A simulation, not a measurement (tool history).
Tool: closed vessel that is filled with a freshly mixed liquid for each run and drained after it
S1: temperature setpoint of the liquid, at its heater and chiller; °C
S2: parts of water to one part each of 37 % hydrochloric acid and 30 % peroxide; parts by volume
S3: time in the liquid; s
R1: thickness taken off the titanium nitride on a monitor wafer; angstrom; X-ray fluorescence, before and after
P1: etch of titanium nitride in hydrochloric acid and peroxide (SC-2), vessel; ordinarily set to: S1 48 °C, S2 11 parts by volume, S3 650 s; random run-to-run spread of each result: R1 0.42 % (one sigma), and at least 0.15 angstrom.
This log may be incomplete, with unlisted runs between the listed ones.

{"run": 1, "hour": 15.7, "S1": 48, "S2": 11, "S3": 650, "R1": 171.15}
{"run": 2, "hour": 25.4, "S1": 59, "S2": 11, "S3": 650, "R1": 348.89}
{"run": 3, "hour": 38.8, "S1": 48, "S2": 4, "S3": 975, "R1": 551.42}
{"run": 4, "hour": 53.1, "S1": 48, "S2": 11, "S3": 650, "R1": 171.54}
{"run": 5, "hour": 65.0, "S1": 48, "S2": 11, "S3": 650, "R1": 170.95}
{"run": 6, "hour": 75.3, "S1": 48, "S2": 11, "S3": 1255, "R1": 329.69}
{"run": 7, "hour": 88.4, "S1": 48, "S2": 11, "S3": 30, "R1": 7.9022}
{"run": 8, "hour": 98.8, "S1": 48, "S2": 4, "S3": 650, "R1": 370.37}
{"run": 9, "hour": 117.1, "S1": 35, "S2": 11, "S3": 650, "R1": 68.225}
{"hour": 127.2, "done": "new drum of peroxide connected"}
{"run": 10, "hour": 129.8, "S1": 48, "S2": 20, "S3": 650, "R1": 100.13}
{"run": 11, "hour": 140.3, "S1": 55.5, "S2": 11, "S3": 1180, "R1": 505.65}
{"run": 12, "hour": 155.3, "S1": 48, "S2": 11, "S3": 650, "R1": 170.99}
{"run": 13, "hour": 168.2, "S1": 48, "S2": 11, "S3": 650, "R1": 168.7}
{"run": 14, "hour": 177.0, "S1": 48, "S2": 11, "S3": 650, "R1": 166.01}
{"run": 15, "hour": 185.4, "S1": 48, "S2": 11, "S3": 650, "R1": 163.93}
{"run": 16, "hour": 204.2, "S1": 48, "S2": 11, "S3": 650, "R1": 158.41}
{"run": 17, "hour": 220.3, "S1": 48, "S2": 11, "S3": 650, "R1": 157.11}
{"run": 18, "hour": 238.5, "S1": 48, "S2": 11, "S3": 650, "R1": 154.33}
{"hour": 250.6, "done": "new drum of peroxide connected"}
{"run": 19, "hour": 250.8, "S1": 48, "S2": 11, "S3": 650, "R1": 155.07}
{"run": 20, "hour": 265.6, "S1": 48, "S2": 11, "S3": 650, "R1": 152.98}
{"run": 21, "hour": 279.4, "S1": 48, "S2": 11, "S3": 650, "R1": 153.54}
{"run": 22, "hour": 293.9, "S1": 48, "S2": 11, "S3": 650, "R1": 154.19}

P1 has crept away from where it was. The log is fitted equally well by each of these 2 causes, at the sizes shown:
A: liquid colder than its thermometer reads (K) = 1.57
B: chemicals flow below the setpoint (%) = 11.7
Creep in the process output first set in at about hour 168.2.
Ruled out, with reasons:
peroxide weaker than its label (%): work on it at hour 250.6, done after the drift set in, did not restore what the process gave before

You are offered 4 check runs, listed below with question marks in place of their results; each one averages 2 wafers. Which run separates the listed causes by giving clearly different results for each?
{"run": "check 1", "hour": 308.4, "S1": 48, "S2": 16.5, "S3": 1040, "R1": "?"}
{"run": "check 2", "hour": 308.4, "S1": 48, "S2": 11, "S3": 1075, "R1": "?"}
{"run": "check 3", "hour": 308.4, "S1": 42, "S2": 4, "S3": 650, "R1": "?"}
{"run": "check 4", "hour": 308.4, "S1": 35, "S2": 19.5, "S3": 650, "R1": "?"}

What every check run would give for each of its results, assuming each possible cause in turn:
check=check_1 result=R1 if_A=172.49 if_B=171.6
check=check_2 result=R1 if_A=253.73 if_B=253.79
check=check_3 result=R1 if_A=219.09 if_B=224.86
check=check_4 result=R1 if_A=36.827 if_B=36.909
Per-check spread between the two closest causes, in the result where they differ most: check 1 0.52 %; check 2 0.02 %; check 3 2.6 %; check 4 0.22 %
The causes can be told apart only by check 3. The other checks would give nearly the same results under each of them.

After running check 3, the following was obtained: R1 218.74 angstrom. Which cause does this point to?

The cause is A: liquid colder than its thermometer reads (K).
